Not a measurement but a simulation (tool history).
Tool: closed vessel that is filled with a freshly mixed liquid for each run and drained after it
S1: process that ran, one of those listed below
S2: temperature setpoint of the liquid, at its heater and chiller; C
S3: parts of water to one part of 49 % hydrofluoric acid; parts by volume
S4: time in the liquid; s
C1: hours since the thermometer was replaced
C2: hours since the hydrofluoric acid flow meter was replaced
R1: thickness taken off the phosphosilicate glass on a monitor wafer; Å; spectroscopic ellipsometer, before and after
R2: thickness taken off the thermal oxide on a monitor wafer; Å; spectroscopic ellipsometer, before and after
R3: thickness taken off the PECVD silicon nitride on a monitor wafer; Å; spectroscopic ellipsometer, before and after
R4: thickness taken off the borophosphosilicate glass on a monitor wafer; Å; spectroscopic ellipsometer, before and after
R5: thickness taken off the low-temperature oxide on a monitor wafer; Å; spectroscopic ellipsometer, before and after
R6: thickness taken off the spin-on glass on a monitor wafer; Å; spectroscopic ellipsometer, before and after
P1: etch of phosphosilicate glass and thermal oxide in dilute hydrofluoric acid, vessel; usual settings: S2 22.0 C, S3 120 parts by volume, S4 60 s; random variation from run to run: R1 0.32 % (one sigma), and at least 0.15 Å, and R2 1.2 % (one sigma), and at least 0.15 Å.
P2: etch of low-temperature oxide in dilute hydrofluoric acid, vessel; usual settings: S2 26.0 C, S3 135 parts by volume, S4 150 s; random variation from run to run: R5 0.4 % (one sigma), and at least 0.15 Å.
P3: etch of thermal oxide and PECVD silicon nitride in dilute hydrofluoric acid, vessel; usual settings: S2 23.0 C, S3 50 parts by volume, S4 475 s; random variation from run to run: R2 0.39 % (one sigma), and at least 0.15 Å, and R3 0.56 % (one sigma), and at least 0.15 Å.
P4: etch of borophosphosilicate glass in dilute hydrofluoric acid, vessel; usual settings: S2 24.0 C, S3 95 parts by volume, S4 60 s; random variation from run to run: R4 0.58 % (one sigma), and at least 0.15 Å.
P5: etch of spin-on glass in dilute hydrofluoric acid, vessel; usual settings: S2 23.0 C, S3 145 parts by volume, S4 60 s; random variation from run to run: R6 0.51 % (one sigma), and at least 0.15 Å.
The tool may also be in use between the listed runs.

Run 1, day 0.333: S1 P1, S2 22.0 C, S3 120 parts by volume, S4 60 s; C1 442.7; C2 444.8. Result: R1 448.91 Å, R2 21.171 Å.
Run 2, day 0.854: S1 P3, S2 23.0 C, S3 50 parts by volume, S4 760 s; C1 455.2; C2 457.3. Result: R2 738.150 Å, R3 228.140 Å.
Run 3, day 1.350: S1 P1, S2 22.0 C, S3 60 parts by volume, S4 60 s; C1 467.1; C2 469.2. Result: R1 956.85 Å, R2 46.020 Å.
Run 4, day 1.754: S1 P4, S2 24.0 C, S3 95 parts by volume, S4 110 s; C1 476.8; C2 478.9. Result: R4 552.03 Å.
Run 5, day 2.138: S1 P1, S2 26.5 C, S3 190 parts by volume, S4 60 s; C1 486.0; C2 488.1. Result: R1 311.07 Å, R2 14.514 Å.
Run 6, day 2.742: S1 P1, S2 17.5 C, S3 120 parts by volume, S4 60 s; C1 500.5; C2 502.6. Result: R1 373.97 Å, R2 17.933 Å.
Run 7, day 3.275: S1 P2, S2 26.0 C, S3 200 parts by volume, S4 150 s; C1 513.3; C2 515.4. Result: R5 206.46 Å.
Run 8, day 3.812: S1 P4, S2 24.0 C, S3 95 parts by volume, S4 60 s; C1 526.2; C2 528.3. Result: R4 302.50 Å.
Run 9, day 4.383: S1 P4, S2 17.5 C, S3 95 parts by volume, S4 60 s; C1 539.9; C2 542.0. Result: R4 233.23 Å.
Run 10, day 4.775: S1 P5, S2 23.0 C, S3 145 parts by volume, S4 60 s; C1 549.3; C2 551.4. Result: R6 86.284 Å.
Run 11, day 5.438: S1 P5, S2 23.0 C, S3 145 parts by volume, S4 60 s; C1 565.2; C2 567.3. Result: R6 86.919 Å.
Run 12, day 5.788: S1 P1, S2 28.0 C, S3 120 parts by volume, S4 60 s; C1 573.6; C2 575.7. Result: R1 566.66 Å, R2 27.183 Å.
Run 13, day 6.179: S1 P1, S2 22.0 C, S3 120 parts by volume, S4 60 s; C1 583.0; C2 585.1. Result: R1 448.80 Å, R2 21.478 Å.
Run 14, day 6.475: S1 P1, S2 22.0 C, S3 120 parts by volume, S4 110 s; C1 590.1; C2 592.2. Result: R1 820.21 Å, R2 39.527 Å.
Run 15, day 6.788: S1 P4, S2 24.0 C, S3 95 parts by volume, S4 60 s; C1 597.6; C2 599.7. Result: R4 301.14 Å.
Run 16, day 7.079: S1 P5, S2 30.0 C, S3 145 parts by volume, S4 60 s; C1 604.6; C2 606.7. Result: R6 112.430 Å.
Run 17, day 7.408: S1 P5, S2 23.0 C, S3 40 parts by volume, S4 60 s; C1 612.5; C2 614.6. Result: R6 358.980 Å.
Run 18, day 7.800: S1 P4, S2 24.0 C, S3 20 parts by volume, S4 60 s; C1 621.9; C2 624.0. Result: R4 1573.10 Å.
Run 19, day 8.271: S1 P1, S2 22.0 C, S3 120 parts by volume, S4 60 s; C1 633.2; C2 635.3. Result: R1 448.33 Å, R2 21.602 Å.
Run 20, day 8.729: S1 P2, S2 18.0 C, S3 135 parts by volume, S4 150 s; C1 644.2; C2 646.3. Result: R5 238.74 Å.
Run 21, day 9.217: S1 P1, S2 27.0 C, S3 120 parts by volume, S4 85 s; C1 655.9; C2 658.0. Result: R1 769.39 Å, R2 36.101 Å.
Run 22, day 9.529: S1 P3, S2 23.0 C, S3 80 parts by volume, S4 475 s; C1 663.4; C2 665.5. Result: R2 277.380 Å, R3 89.754 Å.
Run 23, day 10.108: S1 P2, S2 26.0 C, S3 135 parts by volume, S4 150 s; C1 677.3; C2 679.4. Result: R5 331.99 Å.
Run 24, day 10.617: S1 P3, S2 23.0 C, S3 50 parts by volume, S4 475 s; C1 689.5; C2 691.6. Result: R2 466.270 Å, R3 140.980 Å.
Run 25, day 11.283: S1 P3, S2 23.0 C, S3 50 parts by volume, S4 475 s; C1 705.5; C2 707.6. Result: R2 460.740 Å, R3 142.830 Å.
Run 26, day 11.842: S1 P1, S2 22.0 C, S3 120 parts by volume, S4 60 s; C1 718.9; C2 721.0. Result: R1 448.28 Å, R2 21.733 Å.
Run 27, day 12.446: S1 P5, S2 23.0 C, S3 145 parts by volume, S4 30 s; C1 733.4; C2 735.5. Result: R6 43.534 Å.
Run 28, day 13.008: S1 P3, S2 18.5 C, S3 50 parts by volume, S4 475 s; C1 746.9; C2 749.0. Result: R2 384.960 Å, R3 104.230 Å.
Run 29, day 13.454: S1 P1, S2 22.0 C, S3 120 parts by volume, S4 60 s; C1 757.6; C2 759.7. Result: R1 449.11 Å, R2 21.498 Å.
Run 30, day 13.779: S1 P1, S2 22.0 C, S3 195 parts by volume, S4 60 s; C1 765.4; C2 767.5. Result: R1 254.60 Å, R2 11.975 Å.
Run 31, day 14.300: S1 P2, S2 26.0 C, S3 135 parts by volume, S4 255 s; C1 777.9; C2 780.0. Result: R5 560.11 Å.
Run 32, day 14.750: S1 P1, S2 22.0 C, S3 120 parts by volume, S4 60 s; C1 788.7; C2 790.8. Result: R1 448.22 Å, R2 21.143 Å.
Run 33, day 15.242: S1 P1, S2 22.0 C, S3 120 parts by volume, S4 30 s; C1 800.5; C2 802.6. Result: R1 225.17 Å, R2 11.081 Å.
Run 34, day 15.783: S1 P1, S2 22.0 C, S3 25 parts by volume, S4 30 s; C1 813.5; C2 815.6. Result: R1 1213.10 Å, R2 57.963 Å.
Run 35, day 16.296: S1 P1, S2 22.0 C, S3 120 parts by volume, S4 60 s; C1 825.8; C2 827.9. Result: R1 448.92 Å, R2 20.845 Å.
Run 36, day 16.812: S1 P1, S2 22.0 C, S3 120 parts by volume, S4 60 s; C1 838.2; C2 840.3. Result: R1 447.62 Å, R2 21.227 Å.
Run 37, day 17.488: S1 P1, S2 22.0 C, S3 120 parts by volume, S4 60 s; C1 854.4; C2 856.5. Result: R1 463.22 Å, R2 22.452 Å.
Run 38, day 17.954: S1 P1, S2 22.0 C, S3 120 parts by volume, S4 60 s; C1 865.6; C2 867.7. Result: R1 468.34 Å, R2 22.437 Å.
Run 39, day 18.492: S1 P1, S2 22.0 C, S3 120 parts by volume, S4 60 s; C1 878.5; C2 880.6. Result: R1 476.79 Å, R2 22.505 Å.
Run 40, day 18.962: S1 P1, S2 22.0 C, S3 120 parts by volume, S4 60 s; C1 889.8; C2 891.9. Result: R1 478.44 Å, R2 22.736 Å.
Run 41, day 19.258: S1 P1, S2 22.0 C, S3 120 parts by volume, S4 60 s; C1 896.9; C2 899.0. Result: R1 481.59 Å, R2 22.686 Å.
Run 42, day 19.712: S1 P1, S2 22.0 C, S3 120 parts by volume, S4 60 s; C1 907.8; C2 909.9. Result: R1 484.35 Å, R2 22.968 Å.
Run 43, day 20.208: S1 P1, S2 22.0 C, S3 120 parts by volume, S4 60 s; C1 919.7; C2 921.8. Result: R1 484.40 Å, R2 23.150 Å.
Run 44, day 20.733: S1 P1, S2 22.0 C, S3 120 parts by volume, S4 60 s; C1 932.3; C2 934.4. Result: R1 480.56 Å, R2 22.616 Å.

What P1 gives has crept away from where it was. These 2 causes fit the log equally well, each at the size given:
A: hydrofluoric acid flow above the setpoint (%) = 6.56
B: liquid hotter than its thermometer reads (K) = 1.83
The creep began at about day 16.812.

4 check runs are offered, one wafer each, their results left as question marks. Which one tells the causes apart?
Run check 1, day 21.258: S1 P2, S2 26.0 C, S3 135 parts by volume, S4 150 s. Result: R5 ?.
Run check 2, day 21.258: S1 P5, S2 23.0 C, S3 145 parts by volume, S4 60 s. Result: R6 ?.
Run check 3, day 21.258: S1 P4, S2 24.0 C, S3 95 parts by volume, S4 60 s. Result: R4 ?.
Run check 4, day 21.258: S1 P3, S2 23.0 C, S3 50 parts by volume, S4 475 s. Result: R2 ?, R3 ?.

What each check would give under each cause:
  check  result     if A     if B
check 1      R5   355.06   353.27
check 2      R6   93.356   93.039
check 3      R4   323.12   323.55
check 4      R2  496.210  500.090
check 4      R3  150.920  160.480
How far apart the two closest causes lie, in the result that separates them most: check 1 0.51 %; check 2 0.34 %; check 3 0.13 %; check 4 6.14 %
Only check 4 tells the causes apart: in the others they would give nearly the same result.

Check 4 was then run and gave: R2 497.440 Å; R3 160.710 Å. Which cause is it?

It is B: liquid hotter than its thermometer reads (K).
